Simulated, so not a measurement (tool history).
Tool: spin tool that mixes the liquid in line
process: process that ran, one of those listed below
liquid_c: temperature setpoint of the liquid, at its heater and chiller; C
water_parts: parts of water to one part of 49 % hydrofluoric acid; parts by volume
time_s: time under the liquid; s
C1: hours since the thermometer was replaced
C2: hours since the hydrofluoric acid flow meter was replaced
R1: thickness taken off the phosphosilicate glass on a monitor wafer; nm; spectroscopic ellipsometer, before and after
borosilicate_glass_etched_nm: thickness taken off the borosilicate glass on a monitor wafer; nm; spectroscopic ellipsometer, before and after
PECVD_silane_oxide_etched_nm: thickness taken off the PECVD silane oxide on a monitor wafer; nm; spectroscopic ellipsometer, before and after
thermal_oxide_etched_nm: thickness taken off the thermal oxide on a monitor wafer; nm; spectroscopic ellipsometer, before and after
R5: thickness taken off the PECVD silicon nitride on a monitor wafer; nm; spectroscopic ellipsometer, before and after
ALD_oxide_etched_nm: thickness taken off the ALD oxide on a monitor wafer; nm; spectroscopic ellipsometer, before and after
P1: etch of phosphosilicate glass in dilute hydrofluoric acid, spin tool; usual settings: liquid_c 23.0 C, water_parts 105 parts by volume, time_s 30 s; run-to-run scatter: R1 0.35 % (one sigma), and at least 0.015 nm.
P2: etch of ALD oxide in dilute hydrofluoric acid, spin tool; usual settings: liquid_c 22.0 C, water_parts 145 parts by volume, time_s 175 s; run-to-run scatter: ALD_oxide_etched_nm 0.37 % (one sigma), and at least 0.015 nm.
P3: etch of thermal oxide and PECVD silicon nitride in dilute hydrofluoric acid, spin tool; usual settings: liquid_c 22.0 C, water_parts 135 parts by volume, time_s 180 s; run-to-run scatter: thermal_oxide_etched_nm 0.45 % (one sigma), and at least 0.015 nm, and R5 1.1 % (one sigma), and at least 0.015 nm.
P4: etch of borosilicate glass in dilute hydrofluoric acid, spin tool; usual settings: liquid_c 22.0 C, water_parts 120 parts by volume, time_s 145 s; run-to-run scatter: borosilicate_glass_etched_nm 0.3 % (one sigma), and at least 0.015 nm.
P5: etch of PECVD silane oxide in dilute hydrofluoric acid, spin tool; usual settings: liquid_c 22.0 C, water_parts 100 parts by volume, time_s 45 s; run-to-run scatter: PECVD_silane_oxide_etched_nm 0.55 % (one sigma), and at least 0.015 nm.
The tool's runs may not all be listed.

{"run": 1, "day": 0.521, "process": "P1", "liquid_c": 23.0, "water_parts": 105, "time_s": 30, "C1": 323.3, "C2": 88.3, "R1": 35.873}
{"run": 2, "day": 0.912, "process": "P4", "liquid_c": 22.0, "water_parts": 120, "time_s": 145, "C1": 332.7, "C2": 97.7, "borosilicate_glass_etched_nm": 31.054}
{"run": 3, "day": 1.4, "process": "P4", "liquid_c": 26.0, "water_parts": 120, "time_s": 145, "C1": 344.4, "C2": 109.4, "borosilicate_glass_etched_nm": 36.256}
{"run": 4, "day": 2.017, "process": "P4", "liquid_c": 22.0, "water_parts": 120, "time_s": 265, "C1": 359.2, "C2": 124.2, "borosilicate_glass_etched_nm": 56.436}
{"run": 5, "day": 2.446, "process": "P5", "liquid_c": 22.0, "water_parts": 100, "time_s": 45, "C1": 369.5, "C2": 134.5, "PECVD_silane_oxide_etched_nm": 13.586}
{"run": 6, "day": 2.779, "process": "P1", "liquid_c": 17.5, "water_parts": 105, "time_s": 30, "C1": 377.5, "C2": 142.5, "R1": 28.611}
{"run": 7, "day": 3.383, "process": "P4", "liquid_c": 22.0, "water_parts": 120, "time_s": 145, "C1": 392.0, "C2": 157.0, "borosilicate_glass_etched_nm": 30.905}
{"run": 8, "day": 3.896, "process": "P1", "liquid_c": 23.0, "water_parts": 30, "time_s": 30, "C1": 404.3, "C2": 169.3, "R1": 138.0}
{"run": 9, "day": 4.488, "process": "P3", "liquid_c": 22.0, "water_parts": 135, "time_s": 180, "C1": 418.5, "C2": 183.5, "thermal_oxide_etched_nm": 5.6416, "R5": 2.0039}
{"run": 10, "day": 5.004, "process": "P2", "liquid_c": 22.0, "water_parts": 240, "time_s": 175, "C1": 430.9, "C2": 195.9, "ALD_oxide_etched_nm": 7.6243}
{"run": 11, "day": 5.738, "process": "P1", "liquid_c": 19.5, "water_parts": 105, "time_s": 45, "C1": 448.5, "C2": 213.5, "R1": 46.67}
{"run": 12, "day": 6.433, "process": "P2", "liquid_c": 22.0, "water_parts": 145, "time_s": 295, "C1": 465.2, "C2": 230.2, "ALD_oxide_etched_nm": 23.572}
{"run": 13, "day": 7.0, "process": "P5", "liquid_c": 17.0, "water_parts": 100, "time_s": 45, "C1": 478.8, "C2": 243.8, "PECVD_silane_oxide_etched_nm": 10.849}
{"run": 14, "day": 7.612, "process": "P1", "liquid_c": 23.0, "water_parts": 105, "time_s": 30, "C1": 493.5, "C2": 258.5, "R1": 35.78}
{"run": 15, "day": 8.062, "process": "P1", "liquid_c": 23.0, "water_parts": 105, "time_s": 30, "C1": 504.3, "C2": 269.3, "R1": 35.889}
{"run": 16, "day": 8.533, "process": "P1", "liquid_c": 29.0, "water_parts": 105, "time_s": 30, "C1": 515.6, "C2": 280.6, "R1": 44.923}
{"run": 17, "day": 8.962, "process": "P3", "liquid_c": 22.0, "water_parts": 135, "time_s": 270, "C1": 525.9, "C2": 290.9, "thermal_oxide_etched_nm": 8.4164, "R5": 2.9813}
{"run": 18, "day": 9.408, "process": "P5", "liquid_c": 22.0, "water_parts": 100, "time_s": 45, "C1": 536.6, "C2": 301.6, "PECVD_silane_oxide_etched_nm": 13.4}
{"run": 19, "day": 9.738, "process": "P5", "liquid_c": 22.0, "water_parts": 30, "time_s": 45, "C1": 544.5, "C2": 309.5, "PECVD_silane_oxide_etched_nm": 49.122}
{"run": 20, "day": 10.383, "process": "P3", "liquid_c": 22.0, "water_parts": 50, "time_s": 180, "C1": 560.0, "C2": 325.0, "thermal_oxide_etched_nm": 16.886, "R5": 5.3152}
{"run": 21, "day": 11.021, "process": "P1", "liquid_c": 23.0, "water_parts": 105, "time_s": 55, "C1": 575.3, "C2": 340.3, "R1": 65.799}
{"run": 22, "day": 11.6, "process": "P1", "liquid_c": 28.0, "water_parts": 60, "time_s": 30, "C1": 589.2, "C2": 354.2, "R1": 80.68}
{"run": 23, "day": 12.021, "process": "P5", "liquid_c": 22.0, "water_parts": 100, "time_s": 15, "C1": 599.3, "C2": 364.3, "PECVD_silane_oxide_etched_nm": 4.4954}
{"run": 24, "day": 12.646, "process": "P3", "liquid_c": 17.0, "water_parts": 135, "time_s": 180, "C1": 614.3, "C2": 379.3, "thermal_oxide_etched_nm": 4.6247, "R5": 1.4091}
{"run": 25, "day": 13.288, "process": "P1", "liquid_c": 23.0, "water_parts": 180, "time_s": 30, "C1": 629.7, "C2": 394.7, "R1": 19.218}
{"run": 26, "day": 13.996, "process": "P1", "liquid_c": 23.0, "water_parts": 105, "time_s": 15, "C1": 646.7, "C2": 411.7, "R1": 18.056}
{"run": 27, "day": 14.475, "process": "P2", "liquid_c": 17.0, "water_parts": 145, "time_s": 175, "C1": 658.2, "C2": 423.2, "ALD_oxide_etched_nm": 11.445}
{"run": 28, "day": 14.817, "process": "P2", "liquid_c": 22.0, "water_parts": 145, "time_s": 175, "C1": 666.4, "C2": 431.4, "ALD_oxide_etched_nm": 14.1}
{"run": 29, "day": 15.238, "process": "P1", "liquid_c": 23.0, "water_parts": 30, "time_s": 60, "C1": 676.5, "C2": 441.5, "R1": 275.63}
{"run": 30, "day": 15.958, "process": "P4", "liquid_c": 22.0, "water_parts": 25, "time_s": 145, "C1": 693.8, "C2": 458.8, "borosilicate_glass_etched_nm": 166.61}
{"run": 31, "day": 16.675, "process": "P1", "liquid_c": 23.0, "water_parts": 105, "time_s": 30, "C1": 711.0, "C2": 476.0, "R1": 35.811}
{"run": 32, "day": 17.025, "process": "P1", "liquid_c": 23.0, "water_parts": 105, "time_s": 30, "C1": 719.4, "C2": 484.4, "R1": 35.74}
{"run": 33, "day": 17.733, "process": "P1", "liquid_c": 23.0, "water_parts": 105, "time_s": 30, "C1": 736.4, "C2": 501.4, "R1": 37.119}
{"run": 34, "day": 18.112, "process": "P1", "liquid_c": 23.0, "water_parts": 105, "time_s": 30, "C1": 745.5, "C2": 510.5, "R1": 37.18}
{"run": 35, "day": 18.7, "process": "P1", "liquid_c": 23.0, "water_parts": 105, "time_s": 30, "C1": 759.6, "C2": 524.6, "R1": 37.675}
{"run": 36, "day": 19.279, "process": "P1", "liquid_c": 23.0, "water_parts": 105, "time_s": 30, "C1": 773.5, "C2": 538.5, "R1": 37.805}
{"run": 37, "day": 19.938, "process": "P1", "liquid_c": 23.0, "water_parts": 105, "time_s": 30, "C1": 789.3, "C2": 554.3, "R1": 37.868}
{"run": 38, "day": 20.308, "process": "P1", "liquid_c": 23.0, "water_parts": 105, "time_s": 30, "C1": 798.2, "C2": 563.2, "R1": 37.765}

The next listed run, before its measurement:
{"run": 39, "day": 20.7, "process": "P1", "liquid_c": 23.0, "water_parts": 105, "time_s": 30, "C1": 807.6, "C2": 572.6, "R1": "?"}

R1: 38.146 nm
